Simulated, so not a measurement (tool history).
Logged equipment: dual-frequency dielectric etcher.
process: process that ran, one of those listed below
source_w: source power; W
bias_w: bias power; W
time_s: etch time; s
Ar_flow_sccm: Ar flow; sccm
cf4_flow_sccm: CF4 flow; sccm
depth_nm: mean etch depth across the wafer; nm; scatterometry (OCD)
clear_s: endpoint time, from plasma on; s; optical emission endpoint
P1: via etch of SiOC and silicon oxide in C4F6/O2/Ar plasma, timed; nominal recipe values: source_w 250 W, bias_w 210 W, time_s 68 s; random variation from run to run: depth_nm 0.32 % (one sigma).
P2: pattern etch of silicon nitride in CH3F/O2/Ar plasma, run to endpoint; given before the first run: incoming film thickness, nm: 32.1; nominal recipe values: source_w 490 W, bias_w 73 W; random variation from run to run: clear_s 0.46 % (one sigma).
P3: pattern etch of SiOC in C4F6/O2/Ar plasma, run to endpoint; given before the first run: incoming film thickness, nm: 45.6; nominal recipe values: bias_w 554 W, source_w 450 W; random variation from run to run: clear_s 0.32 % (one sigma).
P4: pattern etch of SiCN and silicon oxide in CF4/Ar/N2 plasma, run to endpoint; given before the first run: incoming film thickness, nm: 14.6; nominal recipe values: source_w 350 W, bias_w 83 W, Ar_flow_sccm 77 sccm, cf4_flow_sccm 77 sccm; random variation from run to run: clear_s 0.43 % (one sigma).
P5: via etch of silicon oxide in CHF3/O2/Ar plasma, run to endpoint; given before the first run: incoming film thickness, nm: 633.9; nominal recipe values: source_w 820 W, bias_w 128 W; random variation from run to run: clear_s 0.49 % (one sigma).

run	hour	process	source_w	bias_w	time_s	Ar_flow_sccm	cf4_flow_sccm	depth_nm	clear_s
1	12.8	P1	250	210	68			67.403	
2	28.3	P4	350	83		102	77		19.838
3	42.5	P1	250	210	68			67.067	
4	53.6	P3	450	554					13.520
5	68.0	P4	350	50		77	77		22.558
6	76.0	P3	450	773					12.038
7	87.5	P1	250	210	68			67.192	
8	100.9	P1	250	210	68			67.136	
9	113.7	P5	820	80					377.080
10	120.9	P4	350	83		77	103		18.529
11	130.9	P1	170	210	68			58.086	
12	142.3	P1	250	210	86			84.641	
13	149.9	P2	320	73					51.702
14	158.5	P1	250	262	68			72.435	
15	166.2	P3	360	554					14.740
# hour 177.9: bias power generator calibrated
16	180.6	P5	500	128					396.990
17	188.3	P4	350	83		77	77		19.178
18	197.8	P2	490	55					48.484
19	207.1	P5	820	128					326.510
20	222.0	P1	250	210	68			66.792	
# hour 231.2: source power generator calibrated
21	233.2	P2	490	73					43.912
22	241.1	P1	250	156	68			60.711	
# hour 252.7: wet clean of the chamber
23	255.2	P1	250	210	38			37.492	
24	268.7	P4	500	83		77	77		13.815
25	281.2	P5	820	128					325.420
26	292.4	P1	300	210	68			71.795	
27	299.9	P4	350	83		77	77		19.010
28	310.8	P1	300	130	68			61.420	
29	324.3	P1	250	210	68			66.749	
30	339.7	P1	250	210	68			66.671	
31	355.2	P1	250	210	68			66.564	
32	362.9	P1	250	210	68			66.041	
33	379.1	P1	250	210	68			65.953	
34	393.4	P1	250	210	68			66.139	
35	401.0	P1	250	210	68			66.206	
# hour 409.8: wet clean of the chamber
36	412.0	P1	250	210	68			66.183	
37	421.0	P1	250	210	68			66.059	
38	430.6	P1	250	210	68			65.966	
39	438.5	P1	250	210	68			66.158	

The log shows P1 creeping away from where it was. Any of the 2 causes listed here, at the size stated for it, fits the log just as well as the others:
A: source power that arrives under what is set, % = 4.27
B: bias power that arrives under what is set, % = 4.75
At approximately hour 339.7, the process output began to creep.
All other causes, with the reason each is excluded:
chamber walls in a state that lowers the etch rate, %: serviced at hour 409.8, which brought nothing back

The 4 check runs listed below each average the results of 2 wafers, and their outcomes are marked with question marks. Under which run would the listed causes produce clearly different results?
check 1	446.4	P2	490	73					?
check 2	446.4	P4	350	83		77	77		?
check 3	446.4	P3	450	554					?
check 4	446.4	P5	820	128					?

Expected result of each check under each candidate cause:
check	result	if A	if B
check 1	clear_s	44.838	44.827
check 2	clear_s	19.915	19.478
check 3	clear_s	13.823	13.854
check 4	clear_s	333.440	332.620
How far apart the two closest causes lie, in the result that separates them most: check 1 0.02 %; check 2 2.22 %; check 3 0.22 %; check 4 0.25 %
Check 2 tells the causes apart: in the others they would give nearly the same result.

Check 2 was carried out, with these results: clear_s 19.370 s. Which of the listed causes is responsible?

Of the candidate causes, it is B: bias power that arrives under what is set, %.

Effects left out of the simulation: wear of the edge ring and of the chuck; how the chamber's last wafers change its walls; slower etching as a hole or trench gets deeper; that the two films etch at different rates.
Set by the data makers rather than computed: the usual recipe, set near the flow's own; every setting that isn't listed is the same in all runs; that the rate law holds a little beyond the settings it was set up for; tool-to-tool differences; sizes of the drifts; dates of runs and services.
